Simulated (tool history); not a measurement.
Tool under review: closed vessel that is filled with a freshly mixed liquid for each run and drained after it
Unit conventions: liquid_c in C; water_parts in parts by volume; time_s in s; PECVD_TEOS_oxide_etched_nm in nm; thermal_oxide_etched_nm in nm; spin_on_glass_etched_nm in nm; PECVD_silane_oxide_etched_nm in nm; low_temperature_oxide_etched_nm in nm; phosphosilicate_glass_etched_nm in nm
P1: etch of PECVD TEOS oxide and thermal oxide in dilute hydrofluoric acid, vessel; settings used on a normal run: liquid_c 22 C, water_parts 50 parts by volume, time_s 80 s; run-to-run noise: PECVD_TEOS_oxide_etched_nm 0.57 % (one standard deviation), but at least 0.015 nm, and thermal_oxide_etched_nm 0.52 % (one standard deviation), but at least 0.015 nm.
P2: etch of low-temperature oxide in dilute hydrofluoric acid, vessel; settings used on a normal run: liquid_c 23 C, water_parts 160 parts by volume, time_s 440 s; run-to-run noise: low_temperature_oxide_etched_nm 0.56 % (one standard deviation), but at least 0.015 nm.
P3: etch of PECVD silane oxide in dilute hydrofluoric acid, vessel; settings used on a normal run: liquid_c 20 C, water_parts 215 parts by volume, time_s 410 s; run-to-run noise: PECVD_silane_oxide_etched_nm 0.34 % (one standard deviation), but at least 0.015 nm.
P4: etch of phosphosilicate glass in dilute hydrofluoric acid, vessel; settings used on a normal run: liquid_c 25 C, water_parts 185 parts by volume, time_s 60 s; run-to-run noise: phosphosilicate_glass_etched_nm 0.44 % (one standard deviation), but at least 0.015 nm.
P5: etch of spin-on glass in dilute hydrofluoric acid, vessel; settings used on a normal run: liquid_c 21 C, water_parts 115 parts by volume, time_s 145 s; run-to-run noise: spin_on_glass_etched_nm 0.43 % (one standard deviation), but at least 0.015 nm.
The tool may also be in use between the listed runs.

run     day  process  liquid_c  water_parts  time_s  hours since the thermometer was replaced  hours since the hydrofluoric acid flow meter was replaced  PECVD_TEOS_oxide_etched_nm  thermal_oxide_etched_nm  spin_on_glass_etched_nm  PECVD_silane_oxide_etched_nm  low_temperature_oxide_etched_nm  phosphosilicate_glass_etched_nm
  1   0.275       P1        22           50      80                                    1352.4                                                      395.2                      20.541                   7.6167
  2   0.733       P1        22           85      30                                    1363.4                                                      406.2                      4.3468                   1.6159
  3   0.942       P5        21          115     145                                    1368.4                                                      411.2                                                                        29.853
  4   1.271       P1        22           50      80                                    1376.3                                                      419.1                      20.777                   7.6159
  5   1.621       P3        20           50     410                                    1384.7                                                      427.5                                                                                                      213.43
  6   2.021       P1        22           50      80                                    1394.3                                                      437.1                      20.717                   7.6327
  7   2.467       P5        21          115     270                                      1405                                                      447.8                                                                        55.254
  8     2.9       P2        23          160     840                                    1415.4                                                      458.2                                                                                                                                        105.5
  9   3.338       P1        22           50      80                                    1425.9                                                      468.7                      20.751                     7.63
 10   3.679       P1        17           85      80                                    1434.1                                                      476.9                      9.4173                   3.5204
 11     4.1       P3        20          215     730                                    1444.2                                                        487                                                                                                      74.374
 12   4.442       P5        21          195     145                                    1452.4                                                      495.2                                                                        16.245
 13   4.829       P1        22           50      80                                    1461.7                                                      504.5                      20.746                    7.572
 14   5.033       P4        17          185      60                                    1466.6                                                      509.4                                                                                                                                                                        26.804
 15   5.492       P1      27.5           50      80                                    1477.6                                                      520.4                      25.786                   9.5621
 16   5.796       P1        22           50     155                                    1484.9                                                      527.7                      40.639                   14.754
 17   6.058       P2        18          160     440                                    1491.2                                                        534                                                                                                                                       45.699
 18   6.496       P3        20          215     410                                    1501.7                                                      544.5                                                                                                      41.319
 19   6.738       P4        25          185     115                                    1507.5                                                      550.3                                                                                                                                                                        69.807
 20   7.138       P4        25          185      60                                    1517.1                                                      559.9                                                                                                                                                                        36.648
 21   7.508       P1        22           50      80                                      1526                                                      568.8                      20.728                   7.5701
 22   7.921       P3        17          215     410                                    1535.9                                                      578.7                                                                                                      37.032
 23   8.275       P4        25          320      60                                    1544.4                                                      587.2                                                                                                                                                                        18.346
 24   8.583       P1        28           85      80                                    1551.8                                                      594.6                      14.829                   5.5312
 25   8.958       P1        22           70      80                                    1560.8                                                      603.6                      14.388                   5.3366
 26   9.225       P5        17          115     145                                    1567.2                                                        610                                                                        25.267
 27   9.617       P1        22           50      40                                    1576.6                                                      619.4                      10.295                   3.8035
 28   9.946       P1        17           50      80                                    1584.5                                                      627.3                      16.762                   6.1341
 29  10.304       P2        23          160     440                                    1593.1                                                      635.9                                                                                                                                       55.339
 30  10.638       P2        23           30     440                                    1601.1                                                      643.9                                                                                                                                       344.48
 31  10.938       P1        22           50      80                                    1608.3                                                      651.1                      20.625                   7.6376
 32  11.229       P4        25          185      60                                    1615.3                                                      658.1                                                                                                                                                                        36.378
 33  11.658       P1        22           20      80                                    1625.6                                                      668.4                      53.748                   19.701
 34  11.858       P1        22           50      80                                    1630.4                                                      673.2                      20.652                   7.5847
 35  12.262       P1        22           50      80                                    1640.1                                                      682.9                      21.782                    7.916
 36  12.508       P1        22           50      80                                      1646                                                      688.8                      21.836                   8.0549
 37  12.804       P1        22           50      80                                    1653.1                                                      695.9                      22.176                   8.1111
 38  13.242       P1        22           50      80                                    1663.6                                                      706.4                      22.201                   8.2607
 39  13.579       P1        22           50      80                                    1671.7                                                      714.5                      22.349                   8.1797
 40    13.9       P1        22           50      80                                    1679.4                                                      722.2                      22.211                   8.1989

What P1 gives has crept away from where it was. These 2 causes fit the log equally well, each at the size given:
A: liquid hotter than its thermometer reads (K) = 1.87
B: hydrofluoric acid flow above the setpoint (%) = 7.56
The gradual shift began around day 11.858.

Consider the 4 single-wafer check runs listed below, results given as question marks: which one distinguishes between the causes by giving clearly different results for each?
check 1  14.221       P4        25          315      60                                                                                                                                                                                                                                                                                  ?
check 2  14.221       P3        17          135     410                                                                                                                                                                                                                ?
check 3  14.221       P2        23           80     440                                                                                                                                                                                                                                                 ?
check 4  14.221       P5        17          115     145                                                                                                                                                                                  ?

What every check run would give for each of its results, assuming each possible cause in turn:
  check                           result    if A    if B
check 1  phosphosilicate_glass_etched_nm    19.9  20.547
check 2     PECVD_silane_oxide_etched_nm  68.468   68.86
check 3  low_temperature_oxide_etched_nm  130.73  131.33
check 4          spin_on_glass_etched_nm  27.348  27.446
Minimum pairwise separation of causes per check, each pair taken at its best-separating result: check 1 3.2 %; check 2 0.57 %; check 3 0.46 %; check 4 0.36 %
The causes can be told apart only by check 1. The other checks would give nearly the same results under each of them.

Check 1 has now been run. It gave: phosphosilicate_glass_etched_nm 19.893 nm. Which of the candidate causes is it?

The correct cause is A, namely: liquid hotter than its thermometer reads (K).
